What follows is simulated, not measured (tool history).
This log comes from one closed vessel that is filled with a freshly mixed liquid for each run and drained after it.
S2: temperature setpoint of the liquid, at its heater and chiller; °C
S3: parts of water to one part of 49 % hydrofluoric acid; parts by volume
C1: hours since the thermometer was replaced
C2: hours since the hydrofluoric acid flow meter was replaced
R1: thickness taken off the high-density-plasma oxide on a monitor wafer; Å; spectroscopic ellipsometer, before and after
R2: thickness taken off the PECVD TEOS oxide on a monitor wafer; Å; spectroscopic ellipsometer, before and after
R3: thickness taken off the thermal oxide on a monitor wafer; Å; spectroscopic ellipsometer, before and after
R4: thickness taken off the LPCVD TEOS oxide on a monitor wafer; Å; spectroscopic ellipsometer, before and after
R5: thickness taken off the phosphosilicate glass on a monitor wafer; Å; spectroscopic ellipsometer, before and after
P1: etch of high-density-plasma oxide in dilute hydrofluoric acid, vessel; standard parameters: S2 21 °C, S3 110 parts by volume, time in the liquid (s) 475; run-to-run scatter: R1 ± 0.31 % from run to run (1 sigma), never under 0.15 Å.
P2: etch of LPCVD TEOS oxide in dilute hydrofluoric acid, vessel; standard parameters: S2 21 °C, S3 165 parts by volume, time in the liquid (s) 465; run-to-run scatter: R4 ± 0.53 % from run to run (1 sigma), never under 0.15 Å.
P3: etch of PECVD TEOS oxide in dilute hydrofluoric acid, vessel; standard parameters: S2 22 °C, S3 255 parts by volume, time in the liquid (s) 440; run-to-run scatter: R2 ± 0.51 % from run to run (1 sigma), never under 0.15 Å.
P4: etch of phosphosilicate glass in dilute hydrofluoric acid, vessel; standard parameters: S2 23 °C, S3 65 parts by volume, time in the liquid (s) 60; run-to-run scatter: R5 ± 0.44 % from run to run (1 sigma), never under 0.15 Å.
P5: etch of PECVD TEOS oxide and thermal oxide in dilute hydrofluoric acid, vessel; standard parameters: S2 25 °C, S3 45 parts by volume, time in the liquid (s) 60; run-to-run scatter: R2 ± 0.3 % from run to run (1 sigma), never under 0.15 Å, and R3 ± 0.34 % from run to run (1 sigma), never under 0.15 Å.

Run 1, day 0.617: process that ran P1, S2 21 °C, S3 110 parts by volume, time in the liquid (s) 475; C1 1832.8; C2 264.5. Result: R1 377.7 Å.
Run 2, day 1.154: process that ran P1, S2 28.5 °C, S3 110 parts by volume, time in the liquid (s) 475; C1 1845.7; C2 277.4. Result: R1 510.22 Å.
Run 3, day 1.646: process that ran P1, S2 21 °C, S3 110 parts by volume, time in the liquid (s) 475; C1 1857.5; C2 289.2. Result: R1 377.63 Å.
Run 4, day 2.238: process that ran P1, S2 21 °C, S3 155 parts by volume, time in the liquid (s) 475; C1 1871.7; C2 303.4. Result: R1 256.76 Å.
Run 5, day 2.592: process that ran P5, S2 25 °C, S3 45 parts by volume, time in the liquid (s) 105; C1 1880.2; C2 311.9. Result: R2 717.3 Å, R3 126.1 Å.
Run 6, day 3.175: process that ran P1, S2 21 °C, S3 110 parts by volume, time in the liquid (s) 700; C1 1894.2; C2 325.9. Result: R1 556.91 Å.
Run 7, day 3.688: process that ran P1, S2 21 °C, S3 65 parts by volume, time in the liquid (s) 475; C1 1906.5; C2 338.2. Result: R1 676.56 Å.
Run 8, day 4.112: process that ran P1, S2 17 °C, S3 110 parts by volume, time in the liquid (s) 55; C1 1916.7; C2 348.4. Result: R1 37.386 Å.
Run 9, day 4.688: process that ran P2, S2 21 °C, S3 165 parts by volume, time in the liquid (s) 860; C1 1930.5; C2 362.2. Result: R4 887.93 Å.
Run 10, day 5.288: process that ran P5, S2 25 °C, S3 70 parts by volume, time in the liquid (s) 60; C1 1944.9; C2 376.6. Result: R2 253.9 Å, R3 45.089 Å.
Run 11, day 5.592: process that ran P1, S2 21 °C, S3 110 parts by volume, time in the liquid (s) 475; C1 1952.2; C2 383.9. Result: R1 378.28 Å.
Run 12, day 5.921: process that ran P1, S2 21 °C, S3 110 parts by volume, time in the liquid (s) 475; C1 1960.1; C2 391.8. Result: R1 376.85 Å.
Run 13, day 6.4: process that ran P2, S2 21 °C, S3 165 parts by volume, time in the liquid (s) 465; C1 1971.6; C2 403.3. Result: R4 481.13 Å.
Run 14, day 6.929: process that ran P3, S2 22 °C, S3 255 parts by volume, time in the liquid (s) 75; C1 1984.3; C2 416. Result: R2 31.506 Å.
Run 15, day 7.388: process that ran P4, S2 23 °C, S3 100 parts by volume, time in the liquid (s) 60; C1 1995.3; C2 427. Result: R5 462.74 Å.
Run 16, day 7.671: process that ran P1, S2 21 °C, S3 110 parts by volume, time in the liquid (s) 475; C1 2002.1; C2 433.8. Result: R1 378.99 Å.
Run 17, day 8.083: process that ran P4, S2 23 °C, S3 65 parts by volume, time in the liquid (s) 30; C1 2012; C2 443.7. Result: R5 369.8 Å.
Run 18, day 8.412: process that ran P5, S2 18.5 °C, S3 45 parts by volume, time in the liquid (s) 60; C1 2019.9; C2 451.6. Result: R2 310.04 Å, R3 55.142 Å.
Run 19, day 8.983: process that ran P3, S2 22 °C, S3 255 parts by volume, time in the liquid (s) 440; C1 2033.6; C2 465.3. Result: R2 186 Å.
Run 20, day 9.283: process that ran P4, S2 28 °C, S3 65 parts by volume, time in the liquid (s) 60; C1 2040.8; C2 472.5. Result: R5 910.05 Å.
Run 21, day 9.8: process that ran P2, S2 21 °C, S3 75 parts by volume, time in the liquid (s) 465; C1 2053.2; C2 484.9. Result: R4 1176.4 Å.
Run 22, day 10.188: process that ran P1, S2 17 °C, S3 110 parts by volume, time in the liquid (s) 475; C1 2062.5; C2 494.2. Result: R1 321.61 Å.
Run 23, day 10.521: process that ran P1, S2 21 °C, S3 110 parts by volume, time in the liquid (s) 155; C1 2070.5; C2 502.2. Result: R1 123.95 Å.
Run 24, day 10.921: process that ran P3, S2 28 °C, S3 255 parts by volume, time in the liquid (s) 440; C1 2080.1; C2 511.8. Result: R2 228.16 Å.
Run 25, day 11.346: process that ran P3, S2 22 °C, S3 470 parts by volume, time in the liquid (s) 440; C1 2090.3; C2 522. Result: R2 83.312 Å.
Run 26, day 11.879: process that ran P2, S2 27.5 °C, S3 165 parts by volume, time in the liquid (s) 465; C1 2103.1; C2 534.8. Result: R4 614.76 Å.
Run 27, day 12.254: process that ran P5, S2 25 °C, S3 45 parts by volume, time in the liquid (s) 60; C1 2112.1; C2 543.8. Result: R2 408.03 Å, R3 72.232 Å.
Run 28, day 12.812: process that ran P4, S2 23 °C, S3 65 parts by volume, time in the liquid (s) 60; C1 2125.5; C2 557.2. Result: R5 747.09 Å.
Run 29, day 13.254: process that ran P1, S2 21 °C, S3 110 parts by volume, time in the liquid (s) 475; C1 2136.1; C2 567.8. Result: R1 378.47 Å.
Run 30, day 13.825: process that ran P1, S2 21 °C, S3 110 parts by volume, time in the liquid (s) 475; C1 2149.8; C2 581.5. Result: R1 392.75 Å.
Run 31, day 14.35: process that ran P1, S2 21 °C, S3 110 parts by volume, time in the liquid (s) 475; C1 2162.4; C2 594.1. Result: R1 400.97 Å.
Run 32, day 14.833: process that ran P1, S2 21 °C, S3 110 parts by volume, time in the liquid (s) 475; C1 2174; C2 605.7. Result: R1 407.23 Å.
Run 33, day 15.25: process that ran P1, S2 21 °C, S3 110 parts by volume, time in the liquid (s) 475; C1 2184; C2 615.7. Result: R1 409.28 Å.
Run 34, day 15.804: process that ran P1, S2 21 °C, S3 110 parts by volume, time in the liquid (s) 475; C1 2197.3; C2 629. Result: R1 410.96 Å.
Run 35, day 16.088: process that ran P1, S2 21 °C, S3 110 parts by volume, time in the liquid (s) 475; C1 2204.1; C2 635.8. Result: R1 411.12 Å.
Run 36, day 16.471: process that ran P1, S2 21 °C, S3 110 parts by volume, time in the liquid (s) 475; C1 2213.3; C2 645. Result: R1 416.27 Å.
Run 37, day 16.912: process that ran P1, S2 21 °C, S3 110 parts by volume, time in the liquid (s) 475; C1 2223.9; C2 655.6. Result: R1 415 Å.
Run 38, day 17.462: process that ran P1, S2 21 °C, S3 110 parts by volume, time in the liquid (s) 475; C1 2237.1; C2 668.8. Result: R1 416.74 Å.

For run 39, what comes out?
Run 39, day 17.946: process that ran P1, S2 21 °C, S3 110 parts by volume, time in the liquid (s) 475; C1 2248.7; C2 680.4. Result: R1 ?.

Run 39 gave R1 417.88 Å.
